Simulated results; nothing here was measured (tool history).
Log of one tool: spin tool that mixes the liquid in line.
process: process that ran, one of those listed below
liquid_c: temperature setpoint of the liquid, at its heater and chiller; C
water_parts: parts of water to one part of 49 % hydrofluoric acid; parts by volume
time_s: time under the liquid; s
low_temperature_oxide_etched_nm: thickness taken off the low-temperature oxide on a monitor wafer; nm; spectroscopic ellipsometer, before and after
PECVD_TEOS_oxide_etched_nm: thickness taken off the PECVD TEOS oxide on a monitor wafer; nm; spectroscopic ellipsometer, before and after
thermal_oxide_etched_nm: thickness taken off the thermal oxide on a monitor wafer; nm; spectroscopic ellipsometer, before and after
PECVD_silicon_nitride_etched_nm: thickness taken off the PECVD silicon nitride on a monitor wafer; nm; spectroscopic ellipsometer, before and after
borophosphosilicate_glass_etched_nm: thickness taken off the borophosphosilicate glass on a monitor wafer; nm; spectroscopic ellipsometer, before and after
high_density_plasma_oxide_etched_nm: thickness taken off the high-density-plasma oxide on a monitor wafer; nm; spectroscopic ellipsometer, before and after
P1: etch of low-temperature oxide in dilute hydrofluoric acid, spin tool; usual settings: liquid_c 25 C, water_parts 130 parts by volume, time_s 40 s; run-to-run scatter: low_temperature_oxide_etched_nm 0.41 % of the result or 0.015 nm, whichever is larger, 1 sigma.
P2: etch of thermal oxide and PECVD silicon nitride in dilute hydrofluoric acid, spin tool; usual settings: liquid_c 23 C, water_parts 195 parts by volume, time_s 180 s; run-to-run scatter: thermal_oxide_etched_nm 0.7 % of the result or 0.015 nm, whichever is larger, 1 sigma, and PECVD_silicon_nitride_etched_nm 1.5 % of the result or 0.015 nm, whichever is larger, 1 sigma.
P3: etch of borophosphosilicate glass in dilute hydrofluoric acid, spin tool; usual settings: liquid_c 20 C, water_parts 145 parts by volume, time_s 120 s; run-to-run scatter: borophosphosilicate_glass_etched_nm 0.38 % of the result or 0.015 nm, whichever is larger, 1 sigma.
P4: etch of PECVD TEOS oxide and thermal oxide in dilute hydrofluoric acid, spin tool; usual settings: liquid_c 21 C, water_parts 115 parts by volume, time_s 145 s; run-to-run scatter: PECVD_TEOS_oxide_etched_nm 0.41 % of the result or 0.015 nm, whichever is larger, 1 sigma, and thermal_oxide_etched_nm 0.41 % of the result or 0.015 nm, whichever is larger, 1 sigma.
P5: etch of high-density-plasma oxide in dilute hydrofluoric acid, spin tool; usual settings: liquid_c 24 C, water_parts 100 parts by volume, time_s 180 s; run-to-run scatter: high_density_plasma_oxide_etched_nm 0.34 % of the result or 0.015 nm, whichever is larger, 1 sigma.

run	hour	process	liquid_c	water_parts	time_s	hours since the thermometer was replaced	hours since the hydrofluoric acid flow meter was replaced	low_temperature_oxide_etched_nm	PECVD_TEOS_oxide_etched_nm	thermal_oxide_etched_nm	PECVD_silicon_nitride_etched_nm	borophosphosilicate_glass_etched_nm	high_density_plasma_oxide_etched_nm
1	11.0	P1	25	130	40	434.9	1539.2	6.9618					
2	20.2	P4	29	115	145	444.1	1548.4		31.689	7.1859			
3	26.0	P1	25	130	40	449.9	1554.2	6.9501					
4	36.1	P2	23	195	180	460.0	1564.3			4.0234	1.50600		
5	42.9	P1	22	185	40	466.8	1571.1	4.0258					
6	51.0	P3	20	250	120	474.9	1579.2					19.6330	
# hour 53.3: thermometer replaced
7	61.3	P2	23	195	65	8.0	1589.5			1.4610	0.51811		
8	67.2	P5	17	100	180	13.9	1595.4						6.9665
9	78.0	P3	17	145	120	24.7	1606.2					32.8840	
10	88.3	P1	25	215	75	35.0	1616.5	7.1138					
11	98.2	P2	23	335	180	44.9	1626.4			2.0342	0.85945		
12	104.2	P1	25	130	65	50.9	1632.4	11.1990					
13	114.5	P1	25	130	15	61.2	1642.7	2.6031					
14	120.6	P1	30	130	40	67.3	1648.8	8.3428					
15	127.7	P1	25	215	40	74.4	1655.9	3.8075					
16	137.5	P5	24	50	180	84.2	1665.7						19.8900
17	143.3	P5	24	100	180	90.0	1671.5						9.3151
18	151.4	P1	25	75	40	98.1	1679.6	12.7710					
19	158.6	P4	21	115	250	105.3	1686.8		40.214	9.1778			
20	164.2	P5	24	100	25	110.9	1692.4						1.3009
21	173.9	P4	21	40	145	120.6	1702.1		72.792	16.6420			
22	185.2	P1	25	130	40	131.9	1713.4	6.8714					
23	191.4	P1	25	130	40	138.1	1719.6	6.9417					
24	196.7	P1	25	130	40	143.4	1724.9	6.8731					
25	206.5	P2	23	195	180	153.2	1734.7			4.0390	1.42230		
26	213.2	P3	20	145	15	159.9	1741.4					4.6398	
27	218.9	P1	25	130	40	165.6	1747.1	6.9587					
28	230.1	P3	20	145	120	176.8	1758.3					37.4100	
29	236.8	P4	21	115	145	183.5	1765.0		23.237	5.3000			
30	243.1	P2	31	195	180	189.8	1771.3			5.3817	2.40770		
31	252.7	P1	19	130	40	199.4	1780.9	5.4420					
32	261.9	P1	25	130	40	208.6	1790.1	6.9457					
33	266.8	P1	25	130	40	213.5	1795.0	7.0344					
34	275.3	P1	25	130	40	222.0	1803.5	7.1486					
35	284.0	P1	25	130	40	230.7	1812.2	7.3226					
36	293.4	P1	25	130	40	240.1	1821.6	7.3761					
37	303.8	P1	25	130	40	250.5	1832.0	7.3709					
38	313.9	P1	25	130	40	260.6	1842.1	7.4187					
39	322.8	P1	25	130	40	269.5	1851.0	7.4244					
40	332.2	P1	25	130	40	278.9	1860.4	7.4506					
41	337.1	P1	25	130	40	283.8	1865.3	7.4354					
42	345.0	P1	25	130	40	291.7	1873.2	7.4359					
43	352.6	P1	25	130	40	299.3	1880.8	7.4909					

What P1 gives has crept away from where it was. These 2 causes fit the log equally well, each at the size given:
A: hydrofluoric acid flow above the setpoint (%) = 7.2
B: liquid hotter than its thermometer reads (K) = 2.11
The creep began at about hour 261.9.

4 check runs are offered, each on 5 wafers whose results are averaged, their results left as question marks. Which one tells the causes apart?
check 1	360.2	P3	17	235	120							?	
check 2	360.2	P5	19	100	25								?
check 3	360.2	P4	25	115	145				?	?			
check 4	360.2	P2	30	195	180					?	?		

What each check would give under each cause:
check	result	if A	if B
check 1	borophosphosilicate_glass_etched_nm	20.4090	20.3690
check 2	high_density_plasma_oxide_etched_nm	1.1418	1.1529
check 3	PECVD_TEOS_oxide_etched_nm	29.430	29.491
check 3	thermal_oxide_etched_nm	6.6916	6.7054
check 4	thermal_oxide_etched_nm	5.6559	5.5800
check 4	PECVD_silicon_nitride_etched_nm	2.43660	2.57280
How far apart the two closest causes lie, in the result that separates them most: check 1 0.19 %; check 2 0.97 %; check 3 0.21 %; check 4 5.44 %
Only check 4 tells the causes apart: in the others they would give nearly the same result.

Check 4 was then run and gave: thermal_oxide_etched_nm 5.5987 nm; PECVD_silicon_nitride_etched_nm 2.59780 nm. Which cause is it?

It is B: liquid hotter than its thermometer reads (K).

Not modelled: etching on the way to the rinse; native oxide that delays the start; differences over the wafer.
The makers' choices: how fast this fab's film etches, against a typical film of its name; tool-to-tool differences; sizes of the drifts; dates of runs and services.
